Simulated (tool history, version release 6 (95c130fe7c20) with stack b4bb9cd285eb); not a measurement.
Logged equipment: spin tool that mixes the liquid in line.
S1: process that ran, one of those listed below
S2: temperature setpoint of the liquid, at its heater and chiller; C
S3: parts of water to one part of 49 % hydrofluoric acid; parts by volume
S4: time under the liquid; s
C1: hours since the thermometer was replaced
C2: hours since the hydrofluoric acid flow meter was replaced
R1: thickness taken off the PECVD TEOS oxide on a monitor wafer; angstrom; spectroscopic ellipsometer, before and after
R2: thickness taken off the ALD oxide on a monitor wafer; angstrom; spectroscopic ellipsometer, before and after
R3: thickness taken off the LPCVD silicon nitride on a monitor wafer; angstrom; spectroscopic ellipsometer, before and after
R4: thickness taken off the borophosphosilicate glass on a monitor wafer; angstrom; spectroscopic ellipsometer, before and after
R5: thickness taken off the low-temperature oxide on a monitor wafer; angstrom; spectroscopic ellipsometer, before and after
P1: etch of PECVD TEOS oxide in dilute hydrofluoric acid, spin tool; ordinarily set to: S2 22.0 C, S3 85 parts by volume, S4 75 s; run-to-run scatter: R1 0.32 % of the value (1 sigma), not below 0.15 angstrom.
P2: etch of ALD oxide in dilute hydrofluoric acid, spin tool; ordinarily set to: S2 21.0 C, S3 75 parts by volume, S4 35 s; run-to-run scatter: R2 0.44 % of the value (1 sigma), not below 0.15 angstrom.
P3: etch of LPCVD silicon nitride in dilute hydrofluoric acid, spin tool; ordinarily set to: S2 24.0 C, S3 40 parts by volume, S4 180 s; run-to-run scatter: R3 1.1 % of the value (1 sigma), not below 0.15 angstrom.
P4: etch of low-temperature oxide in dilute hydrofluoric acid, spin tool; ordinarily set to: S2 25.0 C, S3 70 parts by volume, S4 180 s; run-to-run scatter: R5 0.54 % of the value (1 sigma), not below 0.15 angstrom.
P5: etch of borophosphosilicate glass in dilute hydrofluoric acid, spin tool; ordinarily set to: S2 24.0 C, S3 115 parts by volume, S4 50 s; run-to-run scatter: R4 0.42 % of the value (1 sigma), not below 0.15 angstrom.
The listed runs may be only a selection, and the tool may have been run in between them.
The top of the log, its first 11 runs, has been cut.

Run 12, hour 39.8: S1 P1, S2 22.0 C, S3 85 parts by volume, S4 75 s; C1 264.7; C2 1120.3. Result: R1 141.320 angstrom.
Run 13, hour 43.9: S1 P1, S2 22.0 C, S3 85 parts by volume, S4 75 s; C1 268.8; C2 1124.4. Result: R1 140.880 angstrom.
Run 14, hour 47.9: S1 P1, S2 22.0 C, S3 85 parts by volume, S4 120 s; C1 272.8; C2 1128.4. Result: R1 226.160 angstrom.
Run 15, hour 50.7: S1 P1, S2 18.5 C, S3 85 parts by volume, S4 75 s; C1 275.6; C2 1131.2. Result: R1 122.010 angstrom.
Run 16, hour 53.8: S1 P5, S2 27.5 C, S3 115 parts by volume, S4 50 s; C1 278.7; C2 1134.3. Result: R4 156.03 angstrom.
Run 17, hour 57.9: S1 P1, S2 25.5 C, S3 125 parts by volume, S4 75 s; C1 282.8; C2 1138.4. Result: R1 105.310 angstrom.
Run 18, hour 62.9: S1 P4, S2 25.0 C, S3 70 parts by volume, S4 180 s; C1 287.8; C2 1143.4. Result: R5 447.61 angstrom.
At hour 65.9: hydrofluoric acid flow meter replaced.
Run 19, hour 66.8: S1 P1, S2 29.0 C, S3 85 parts by volume, S4 75 s; C1 291.7; C2 0.9. Result: R1 186.200 angstrom.
Run 20, hour 69.9: S1 P4, S2 25.0 C, S3 70 parts by volume, S4 180 s; C1 294.8; C2 4.0. Result: R5 447.39 angstrom.
Run 21, hour 72.7: S1 P4, S2 25.0 C, S3 30 parts by volume, S4 180 s; C1 297.6; C2 6.8. Result: R5 1104.00 angstrom.
Run 22, hour 76.2: S1 P5, S2 24.0 C, S3 55 parts by volume, S4 50 s; C1 301.1; C2 10.3. Result: R4 307.92 angstrom.
Run 23, hour 78.5: S1 P5, S2 24.0 C, S3 115 parts by volume, S4 80 s; C1 303.4; C2 12.6. Result: R4 217.73 angstrom.
Run 24, hour 81.3: S1 P3, S2 24.0 C, S3 20 parts by volume, S4 180 s; C1 306.2; C2 15.4. Result: R3 42.9180 angstrom.
Run 25, hour 83.9: S1 P3, S2 30.5 C, S3 40 parts by volume, S4 180 s; C1 308.8; C2 18.0. Result: R3 35.5930 angstrom.
Run 26, hour 86.5: S1 P2, S2 21.0 C, S3 20 parts by volume, S4 35 s; C1 311.4; C2 20.6. Result: R2 551.23 angstrom.
Run 27, hour 91.2: S1 P1, S2 22.0 C, S3 85 parts by volume, S4 75 s; C1 316.1; C2 25.3. Result: R1 141.490 angstrom.
Run 28, hour 95.9: S1 P2, S2 27.0 C, S3 75 parts by volume, S4 35 s; C1 320.8; C2 30.0. Result: R2 175.07 angstrom.
Run 29, hour 100.9: S1 P4, S2 25.0 C, S3 70 parts by volume, S4 75 s; C1 325.8; C2 35.0. Result: R5 186.99 angstrom.
Run 30, hour 103.8: S1 P1, S2 22.0 C, S3 85 parts by volume, S4 75 s; C1 328.7; C2 37.9. Result: R1 141.360 angstrom.

Run 31, settings as shown, results not yet in. Your forecast:
Run 31, hour 106.5: S1 P1, S2 22.0 C, S3 85 parts by volume, S4 75 s; C1 331.4; C2 40.6. Result: R1 ?.

Logged for run 31: R1 136.290 angstrom.
